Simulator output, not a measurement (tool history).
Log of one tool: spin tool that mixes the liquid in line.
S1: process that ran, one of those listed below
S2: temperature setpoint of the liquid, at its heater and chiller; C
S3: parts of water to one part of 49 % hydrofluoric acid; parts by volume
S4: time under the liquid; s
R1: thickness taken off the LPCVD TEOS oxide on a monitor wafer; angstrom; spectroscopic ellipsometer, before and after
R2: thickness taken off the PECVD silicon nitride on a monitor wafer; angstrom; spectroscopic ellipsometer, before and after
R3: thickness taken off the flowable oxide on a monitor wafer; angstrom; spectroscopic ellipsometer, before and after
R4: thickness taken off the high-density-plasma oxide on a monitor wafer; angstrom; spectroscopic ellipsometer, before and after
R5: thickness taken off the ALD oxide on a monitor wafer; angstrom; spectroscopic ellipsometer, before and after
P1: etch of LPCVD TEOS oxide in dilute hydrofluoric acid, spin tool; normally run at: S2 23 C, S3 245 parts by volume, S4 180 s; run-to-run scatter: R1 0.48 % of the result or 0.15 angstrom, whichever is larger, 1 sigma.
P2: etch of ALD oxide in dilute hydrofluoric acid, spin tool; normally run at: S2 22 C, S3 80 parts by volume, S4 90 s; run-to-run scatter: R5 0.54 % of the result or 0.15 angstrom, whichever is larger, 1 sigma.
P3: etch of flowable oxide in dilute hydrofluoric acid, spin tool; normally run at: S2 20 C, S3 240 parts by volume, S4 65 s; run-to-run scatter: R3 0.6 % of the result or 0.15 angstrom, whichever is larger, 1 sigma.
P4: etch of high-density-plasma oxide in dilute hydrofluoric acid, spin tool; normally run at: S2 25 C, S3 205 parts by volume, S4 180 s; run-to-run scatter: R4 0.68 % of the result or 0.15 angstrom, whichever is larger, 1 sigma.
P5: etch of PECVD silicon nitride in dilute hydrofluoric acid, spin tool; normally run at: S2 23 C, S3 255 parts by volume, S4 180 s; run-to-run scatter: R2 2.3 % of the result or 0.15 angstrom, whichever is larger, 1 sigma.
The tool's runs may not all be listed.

run	day	S1	S2	S3	S4	R1	R2	R3	R4	R5
1	0.125	P1	23	245	180	127.16				
2	0.367	P1	23	150	70	89.705				
3	0.612	P1	23	355	180	79.33				
4	0.804	P5	17	255	180		7.8554			
5	1.021	P3	20	75	65			210.56		
6	1.196	P1	23	245	305	216.86				
7	1.338	P5	23	55	180		52.546			
8	1.504	P3	20	240	65			56.153		
9	1.654	P4	33.5	205	180				56.204	
10	1.862	P4	25	130	180				71.883	
11	2.033	P1	23	90	180	410.86				
12	2.188	P1	23	245	180	127.14				
13	2.388	P3	20	240	100			86.915		
14	2.538	P2	22	80	90					118.93
15	2.654	P5	23	255	180		11.249			
16	2.854	P1	23	245	180	127.29				
17	3.092	P1	23	245	180	127.36				
18	3.246	P5	23	255	315		20.436			
19	3.483	P3	27.5	240	65			73.911		
20	3.729	P1	23	245	180	127.64				
21	3.871	P2	22	80	45					59.889
22	4.088	P1	17	245	180	101.53				
23	4.312	P2	29.5	80	90					161.67
24	4.554	P4	25	205	180				41.944	
25	4.712	P2	22	135	90					65.53
26	4.892	P3	20	240	65			56.184		
27	5.021	P4	25	205	40				9.0897	
28	5.175	P1	23	245	60	42.419				
29	5.3	P1	29.5	245	180	159.1				
30	5.483	P1	23	245	180	125.86				
31	5.621	P1	23	245	180	122.84				
32	5.838	P1	23	245	180	120.08				
33	5.983	P1	23	245	180	117.01				
34	6.158	P1	23	245	180	116.99				
35	6.4	P1	23	245	180	115.85				
36	6.554	P1	23	245	180	116.33				
37	6.721	P1	23	245	180	115.74				

What P1 gives has crept away from where it was. These 2 causes fit the log equally well, each at the size given:
A: hydrofluoric acid flow below the setpoint (%) = 6.76
B: liquid colder than its thermometer reads (K) = 2.38
The creep began at about day 5.483.

4 check runs are offered, each on 5 wafers whose results are averaged, their results left as question marks. Which one tells the causes apart?
check 1	6.888	P5	23	255	295		?			
check 2	6.888	P4	30.5	205	45				?	
check 3	6.888	P2	29.5	135	90					?
check 4	6.888	P3	27.5	240	65			?		

What each check would give under each cause:
check	result	if A	if B
check 1	R2	17.404	16.038
check 2	R4	11.602	11.666
check 3	R5	81.059	80.637
check 4	R3	66.997	67.381
How far apart the two closest causes lie, in the result that separates them most: check 1 8.17 %; check 2 0.55 %; check 3 0.52 %; check 4 0.57 %
Only check 1 tells the causes apart: in the others they would give nearly the same result.

Check 1 was then run and gave: R2 15.839 angstrom. Which cause is it?

It is B: liquid colder than its thermometer reads (K).

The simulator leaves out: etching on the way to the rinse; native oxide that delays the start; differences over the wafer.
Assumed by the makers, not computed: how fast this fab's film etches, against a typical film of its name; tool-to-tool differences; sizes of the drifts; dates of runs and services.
